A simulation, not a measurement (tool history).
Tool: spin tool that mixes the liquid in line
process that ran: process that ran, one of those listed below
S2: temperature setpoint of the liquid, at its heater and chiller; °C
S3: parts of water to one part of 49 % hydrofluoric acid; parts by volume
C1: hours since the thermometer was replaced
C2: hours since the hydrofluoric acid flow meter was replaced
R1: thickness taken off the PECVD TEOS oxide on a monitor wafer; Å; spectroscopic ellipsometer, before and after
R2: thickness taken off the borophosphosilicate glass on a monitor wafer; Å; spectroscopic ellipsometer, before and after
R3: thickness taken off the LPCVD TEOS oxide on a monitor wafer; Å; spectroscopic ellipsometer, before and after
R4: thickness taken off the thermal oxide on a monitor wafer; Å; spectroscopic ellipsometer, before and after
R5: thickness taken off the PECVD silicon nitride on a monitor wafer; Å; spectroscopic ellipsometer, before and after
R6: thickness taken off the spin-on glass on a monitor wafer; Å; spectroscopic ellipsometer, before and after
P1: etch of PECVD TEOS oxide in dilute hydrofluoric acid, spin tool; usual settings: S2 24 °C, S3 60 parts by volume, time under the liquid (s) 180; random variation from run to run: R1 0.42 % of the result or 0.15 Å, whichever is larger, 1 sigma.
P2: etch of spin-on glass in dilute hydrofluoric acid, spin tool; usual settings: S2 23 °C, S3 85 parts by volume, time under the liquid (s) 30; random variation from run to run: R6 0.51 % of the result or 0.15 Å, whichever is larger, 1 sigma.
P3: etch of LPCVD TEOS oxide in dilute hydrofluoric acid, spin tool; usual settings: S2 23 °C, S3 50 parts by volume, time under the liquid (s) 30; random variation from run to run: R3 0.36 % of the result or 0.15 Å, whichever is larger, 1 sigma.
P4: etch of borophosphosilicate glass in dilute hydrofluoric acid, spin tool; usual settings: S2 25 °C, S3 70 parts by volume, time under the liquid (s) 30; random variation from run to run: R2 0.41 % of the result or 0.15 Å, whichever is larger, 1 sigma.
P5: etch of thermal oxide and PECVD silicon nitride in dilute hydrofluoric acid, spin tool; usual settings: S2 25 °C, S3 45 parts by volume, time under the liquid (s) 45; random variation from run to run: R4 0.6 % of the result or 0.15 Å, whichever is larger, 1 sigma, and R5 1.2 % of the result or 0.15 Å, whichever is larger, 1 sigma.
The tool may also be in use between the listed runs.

run 1 hour=9.6 | process_that_ran=P1 S2=24 S3=60 time_under_the_liquid_(s)=180 | C1=1246.3 C2=1716.3 | R1=409.54
run 2 hour=21.3 | process_that_ran=P4 S2=25 S3=70 time_under_the_liquid_(s)=45 | C1=1258 C2=1728 | R2=291.5
run 3 hour=30 | process_that_ran=P3 S2=28 S3=50 time_under_the_liquid_(s)=30 | C1=1266.7 C2=1736.7 | R3=419.85
run 4 hour=39.3 | process_that_ran=P1 S2=24 S3=60 time_under_the_liquid_(s)=85 | C1=1276 C2=1746 | R1=193.29
run 5 hour=57.3 | process_that_ran=P3 S2=23 S3=25 time_under_the_liquid_(s)=30 | C1=1294 C2=1764 | R3=712.56
run 6 hour=71.9 | process_that_ran=P5 S2=25 S3=65 time_under_the_liquid_(s)=45 | C1=1308.6 C2=1778.6 | R4=35.119 R5=11.928
run 7 hour=84.7 | process_that_ran=P1 S2=29 S3=60 time_under_the_liquid_(s)=180 | C1=1321.4 C2=1791.4 | R1=501.28
run 8 hour=104 | process_that_ran=P1 S2=24 S3=60 time_under_the_liquid_(s)=310 | C1=1340.7 C2=1810.7 | R1=704.68
run 9 hour=114.4 | process_that_ran=P1 S2=24 S3=60 time_under_the_liquid_(s)=180 | C1=1351.1 C2=1821.1 | R1=409.68
run 10 hour=123.7 | process_that_ran=P1 S2=17.5 S3=60 time_under_the_liquid_(s)=180 | C1=1360.4 C2=1830.4 | R1=311.35
run 11 hour=132.6 | process_that_ran=P1 S2=24 S3=60 time_under_the_liquid_(s)=180 | C1=1369.3 C2=1839.3 | R1=407.84
run 12 hour=147.5 | process_that_ran=P5 S2=17 S3=45 time_under_the_liquid_(s)=45 | C1=1384.2 C2=1854.2 | R4=38.082 R5=10.473
run 13 hour=157.6 | process_that_ran=P2 S2=30 S3=85 time_under_the_liquid_(s)=30 | C1=1394.3 C2=1864.3 | R6=206.59
run 14 hour=167 | process_that_ran=P4 S2=25 S3=70 time_under_the_liquid_(s)=30 | C1=1403.7 C2=1873.7 | R2=195.5
run 15 hour=185.7 | process_that_ran=P4 S2=25 S3=20 time_under_the_liquid_(s)=30 | C1=1422.4 C2=1892.4 | R2=731.81
run 16 hour=204.7 | process_that_ran=P2 S2=23 S3=40 time_under_the_liquid_(s)=30 | C1=1441.4 C2=1911.4 | R6=352.9
run 17 hour=223.5 | process_that_ran=P3 S2=23 S3=50 time_under_the_liquid_(s)=30 | C1=1460.2 C2=1930.2 | R3=341.75
run 18 hour=237.1 | process_that_ran=P3 S2=23 S3=50 time_under_the_liquid_(s)=15 | C1=1473.8 C2=1943.8 | R3=171.03
run 19 hour=246.8 | process_that_ran=P1 S2=24 S3=100 time_under_the_liquid_(s)=180 | C1=1483.5 C2=1953.5 | R1=233.73
-- hour=250.7 thermometer replaced
run 20 hour=255.2 | process_that_ran=P5 S2=25 S3=45 time_under_the_liquid_(s)=45 | C1=4.6 C2=1961.9 | R4=52.434 R5=17.586
run 21 hour=263.9 | process_that_ran=P2 S2=23 S3=85 time_under_the_liquid_(s)=30 | C1=13.3 C2=1970.6 | R6=154.91
run 22 hour=272.9 | process_that_ran=P1 S2=20.5 S3=100 time_under_the_liquid_(s)=180 | C1=22.3 C2=1979.6 | R1=204.3
run 23 hour=285.6 | process_that_ran=P2 S2=23 S3=85 time_under_the_liquid_(s)=15 | C1=35 C2=1992.3 | R6=78.129
run 24 hour=302 | process_that_ran=P5 S2=25 S3=45 time_under_the_liquid_(s)=45 | C1=51.4 C2=2008.7 | R4=53.138 R5=17.387
run 25 hour=315.9 | process_that_ran=P1 S2=24 S3=60 time_under_the_liquid_(s)=180 | C1=65.3 C2=2022.6 | R1=408.36
run 26 hour=329.5 | process_that_ran=P1 S2=24 S3=60 time_under_the_liquid_(s)=180 | C1=78.9 C2=2036.2 | R1=410.14
run 27 hour=341.1 | process_that_ran=P1 S2=24 S3=25 time_under_the_liquid_(s)=180 | C1=90.5 C2=2047.8 | R1=1030.7
run 28 hour=359 | process_that_ran=P1 S2=24 S3=60 time_under_the_liquid_(s)=180 | C1=108.4 C2=2065.7 | R1=406.37
run 29 hour=378.1 | process_that_ran=P1 S2=24 S3=60 time_under_the_liquid_(s)=180 | C1=127.5 C2=2084.8 | R1=410.92
run 30 hour=393.5 | process_that_ran=P5 S2=25 S3=45 time_under_the_liquid_(s)=15 | C1=142.9 C2=2100.2 | R4=17.251 R5=5.8551
run 31 hour=406.5 | process_that_ran=P4 S2=25 S3=70 time_under_the_liquid_(s)=30 | C1=155.9 C2=2113.2 | R2=196.91
run 32 hour=417.9 | process_that_ran=P4 S2=19 S3=70 time_under_the_liquid_(s)=30 | C1=167.3 C2=2124.6 | R2=152.54
run 33 hour=434.9 | process_that_ran=P1 S2=24 S3=60 time_under_the_liquid_(s)=180 | C1=184.3 C2=2141.6 | R1=411.73
run 34 hour=444.4 | process_that_ran=P1 S2=24 S3=60 time_under_the_liquid_(s)=180 | C1=193.8 C2=2151.1 | R1=421.65
run 35 hour=461.5 | process_that_ran=P1 S2=24 S3=60 time_under_the_liquid_(s)=180 | C1=210.9 C2=2168.2 | R1=430.34
run 36 hour=480.7 | process_that_ran=P1 S2=24 S3=60 time_under_the_liquid_(s)=180 | C1=230.1 C2=2187.4 | R1=438.03
run 37 hour=493.8 | process_that_ran=P1 S2=24 S3=60 time_under_the_liquid_(s)=180 | C1=243.2 C2=2200.5 | R1=439.19
run 38 hour=511.6 | process_that_ran=P1 S2=24 S3=60 time_under_the_liquid_(s)=180 | C1=261 C2=2218.3 | R1=439.39
run 39 hour=523.4 | process_that_ran=P1 S2=24 S3=60 time_under_the_liquid_(s)=180 | C1=272.8 C2=2230.1 | R1=440.9

Run 40 comes next. What will it give?
run 40 hour=538.5 | process_that_ran=P1 S2=24 S3=60 time_under_the_liquid_(s)=180 | C1=287.9 C2=2245.2 | R1=?

R1: 440.81 Å
